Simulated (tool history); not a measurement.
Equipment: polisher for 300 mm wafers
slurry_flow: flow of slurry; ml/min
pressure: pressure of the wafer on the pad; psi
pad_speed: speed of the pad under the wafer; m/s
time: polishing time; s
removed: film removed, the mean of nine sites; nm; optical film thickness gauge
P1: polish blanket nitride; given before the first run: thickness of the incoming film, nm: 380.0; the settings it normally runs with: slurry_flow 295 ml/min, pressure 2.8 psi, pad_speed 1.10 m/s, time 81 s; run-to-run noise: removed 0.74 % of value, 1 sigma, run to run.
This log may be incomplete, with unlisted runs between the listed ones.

run    day  slurry_flow  pressure  pad_speed  time  removed
  1  0.417          295       2.8       1.10    81  106.420
  2  0.783          295       2.8       1.38    81  128.310
  3  1.083          295       2.8       1.10    81  107.910
  4  1.496          295       2.8       1.10    81  107.470
  5  1.829          380       2.8       1.10    81  109.500
  6  2.133          295       1.6       1.10    81   60.235
  7  2.379          295       2.8       1.10    81  105.310
  8  2.779          175       2.8       1.10    81  100.670
  9  3.125          295       2.8       1.10    81  105.930
 10  3.350          295       2.8       0.50    40   28.167
 11  3.771          295       2.8       1.10    81  106.020
 12  4.121          295       4.2       1.10    81  160.630
 13  4.475          295       2.8       1.10    41   54.245
 14  4.721          295       2.8       0.60    53   42.936
 15  4.933          185       2.8       1.10    63   78.680
     5.100  -- slurry nozzle cleaned
 16  5.125          295       2.8       1.10   118  154.310
 17  5.450          295       2.8       0.58    81   64.194
 18  5.671          295       2.8       1.10    81  106.660

For run 19, what comes out?
 19  5.896          295       2.8       1.10    81        ?

removed: 103.680 nm
